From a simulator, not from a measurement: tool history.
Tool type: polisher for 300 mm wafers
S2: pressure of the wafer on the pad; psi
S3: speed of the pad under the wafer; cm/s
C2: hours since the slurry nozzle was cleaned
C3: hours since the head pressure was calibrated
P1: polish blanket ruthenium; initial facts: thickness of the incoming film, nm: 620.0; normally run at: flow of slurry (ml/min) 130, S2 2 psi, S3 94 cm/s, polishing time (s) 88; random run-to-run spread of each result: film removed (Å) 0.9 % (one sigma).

run 1 hour=7.6 | flow_of_slurry_(ml/min)=130 S2=2 S3=94 polishing_time_(s)=88 | wafers_polished_on_this_pad=202 C2=232.6 C3=861.5 | film_removed_(Å)=1007.5
run 2 hour=15.8 | flow_of_slurry_(ml/min)=200 S2=2 S3=94 polishing_time_(s)=88 | wafers_polished_on_this_pad=285 C2=240.8 C3=869.7 | film_removed_(Å)=1089.4
run 3 hour=25.1 | flow_of_slurry_(ml/min)=130 S2=1.1 S3=94 polishing_time_(s)=88 | wafers_polished_on_this_pad=378 C2=250.1 C3=879 | film_removed_(Å)=556.47
run 4 hour=33.4 | flow_of_slurry_(ml/min)=80 S2=2 S3=94 polishing_time_(s)=88 | wafers_polished_on_this_pad=461 C2=258.4 C3=887.3 | film_removed_(Å)=905.63
run 5 hour=41.2 | flow_of_slurry_(ml/min)=130 S2=2 S3=94 polishing_time_(s)=88 | wafers_polished_on_this_pad=539 C2=266.2 C3=895.1 | film_removed_(Å)=1028.6
run 6 hour=46 | flow_of_slurry_(ml/min)=130 S2=2 S3=94 polishing_time_(s)=88 | wafers_polished_on_this_pad=587 C2=271 C3=899.9 | film_removed_(Å)=1027.5
run 7 hour=51.7 | flow_of_slurry_(ml/min)=130 S2=2 S3=44 polishing_time_(s)=88 | wafers_polished_on_this_pad=644 C2=276.7 C3=905.6 | film_removed_(Å)=481.33
run 8 hour=58.4 | flow_of_slurry_(ml/min)=130 S2=2 S3=94 polishing_time_(s)=88 | wafers_polished_on_this_pad=711 C2=283.4 C3=912.3 | film_removed_(Å)=1018.1
run 9 hour=64.5 | flow_of_slurry_(ml/min)=130 S2=2.8 S3=94 polishing_time_(s)=88 | wafers_polished_on_this_pad=772 C2=289.5 C3=918.4 | film_removed_(Å)=1442
run 10 hour=73.1 | flow_of_slurry_(ml/min)=130 S2=2 S3=126 polishing_time_(s)=88 | wafers_polished_on_this_pad=859 C2=298.1 C3=927 | film_removed_(Å)=1368.5
run 11 hour=77.8 | flow_of_slurry_(ml/min)=130 S2=2 S3=94 polishing_time_(s)=88 | wafers_polished_on_this_pad=906 C2=302.8 C3=931.7 | film_removed_(Å)=1004.9
run 12 hour=84 | flow_of_slurry_(ml/min)=130 S2=2 S3=94 polishing_time_(s)=119 | wafers_polished_on_this_pad=968 C2=309 C3=937.9 | film_removed_(Å)=1400.4
run 13 hour=89.5 | flow_of_slurry_(ml/min)=130 S2=2 S3=94 polishing_time_(s)=57 | wafers_polished_on_this_pad=1023 C2=314.5 C3=943.4 | film_removed_(Å)=646.79
run 14 hour=97.3 | flow_of_slurry_(ml/min)=130 S2=2 S3=94 polishing_time_(s)=88 | wafers_polished_on_this_pad=1101 C2=322.3 C3=951.2 | film_removed_(Å)=1024.7
run 15 hour=102.4 | flow_of_slurry_(ml/min)=185 S2=1.5 S3=94 polishing_time_(s)=88 | wafers_polished_on_this_pad=1152 C2=327.4 C3=956.3 | film_removed_(Å)=813.99
run 16 hour=107.1 | flow_of_slurry_(ml/min)=130 S2=2 S3=94 polishing_time_(s)=88 | wafers_polished_on_this_pad=1199 C2=332.1 C3=961 | film_removed_(Å)=1009.6
run 17 hour=116 | flow_of_slurry_(ml/min)=130 S2=2 S3=94 polishing_time_(s)=88 | wafers_polished_on_this_pad=1288 C2=341 C3=969.9 | film_removed_(Å)=995.57
run 18 hour=121.6 | flow_of_slurry_(ml/min)=130 S2=2 S3=94 polishing_time_(s)=88 | wafers_polished_on_this_pad=1344 C2=346.6 C3=975.5 | film_removed_(Å)=1002.2
run 19 hour=128.3 | flow_of_slurry_(ml/min)=130 S2=2 S3=94 polishing_time_(s)=88 | wafers_polished_on_this_pad=1412 C2=353.3 C3=982.2 | film_removed_(Å)=951.21
run 20 hour=137.4 | flow_of_slurry_(ml/min)=130 S2=2 S3=94 polishing_time_(s)=88 | wafers_polished_on_this_pad=1503 C2=362.4 C3=991.3 | film_removed_(Å)=923.08
-- hour=137.6 worn pad replaced by a new one
run 21 hour=146.3 | flow_of_slurry_(ml/min)=130 S2=2 S3=94 polishing_time_(s)=88 | wafers_polished_on_this_pad=87 C2=371.3 C3=1000.2 | film_removed_(Å)=906.74
run 22 hour=151.5 | flow_of_slurry_(ml/min)=130 S2=2 S3=94 polishing_time_(s)=88 | wafers_polished_on_this_pad=140 C2=376.5 C3=1005.4 | film_removed_(Å)=915.5
run 23 hour=156.8 | flow_of_slurry_(ml/min)=130 S2=2 S3=94 polishing_time_(s)=88 | wafers_polished_on_this_pad=193 C2=381.8 C3=1010.7 | film_removed_(Å)=906.71
run 24 hour=165.6 | flow_of_slurry_(ml/min)=130 S2=2 S3=94 polishing_time_(s)=88 | wafers_polished_on_this_pad=281 C2=390.6 C3=1019.5 | film_removed_(Å)=898.26

What P1 gives has crept off from where it sat before. The 2 causes that follow fit the log equally well, each at the size noted:
A: head's pressure below its setpoint, % = 11.6
B: slurry flow missing at the pad, % = 39.1
Onset of the creep was near hour 116.
What rules out each remaining cause:
removal rate lost through wear of the pad, %: its service at hour 137.6 followed the start of the drift and did not put the process back to its old value

4 check runs are offered, each on 5 wafers whose results are averaged, their results left as question marks. Which one tells the causes apart?
run check 1 hour=174.4 | flow_of_slurry_(ml/min)=130 S2=2.5 S3=94 polishing_time_(s)=88 | film_removed_(Å)=?
run check 2 hour=174.4 | flow_of_slurry_(ml/min)=130 S2=2.6 S3=94 polishing_time_(s)=88 | film_removed_(Å)=?
run check 3 hour=174.4 | flow_of_slurry_(ml/min)=175 S2=2 S3=94 polishing_time_(s)=88 | film_removed_(Å)=?
run check 4 hour=174.4 | flow_of_slurry_(ml/min)=130 S2=2 S3=124 polishing_time_(s)=88 | film_removed_(Å)=?

Check results expected under each cause:
check=check_1 result=film_removed_(Å) if_A=1126.1 if_B=1126
check=check_2 result=film_removed_(Å) if_A=1171.1 if_B=1171
check=check_3 result=film_removed_(Å) if_A=948.38 if_B=976.13
check=check_4 result=film_removed_(Å) if_A=1188.3 if_B=1188.3
Minimum pairwise separation of causes per check, each pair taken at its best-separating result: check 1 0 %; check 2 0 %; check 3 2.88 %; check 4 0 %
Check 3 is the one run that separates the causes; every other check would come out nearly the same whichever cause is at work.

Running check 3 produced the following: film removed (Å) 977.45. Which one of the listed causes fits?

The correct cause is B, namely: slurry flow missing at the pad, %.

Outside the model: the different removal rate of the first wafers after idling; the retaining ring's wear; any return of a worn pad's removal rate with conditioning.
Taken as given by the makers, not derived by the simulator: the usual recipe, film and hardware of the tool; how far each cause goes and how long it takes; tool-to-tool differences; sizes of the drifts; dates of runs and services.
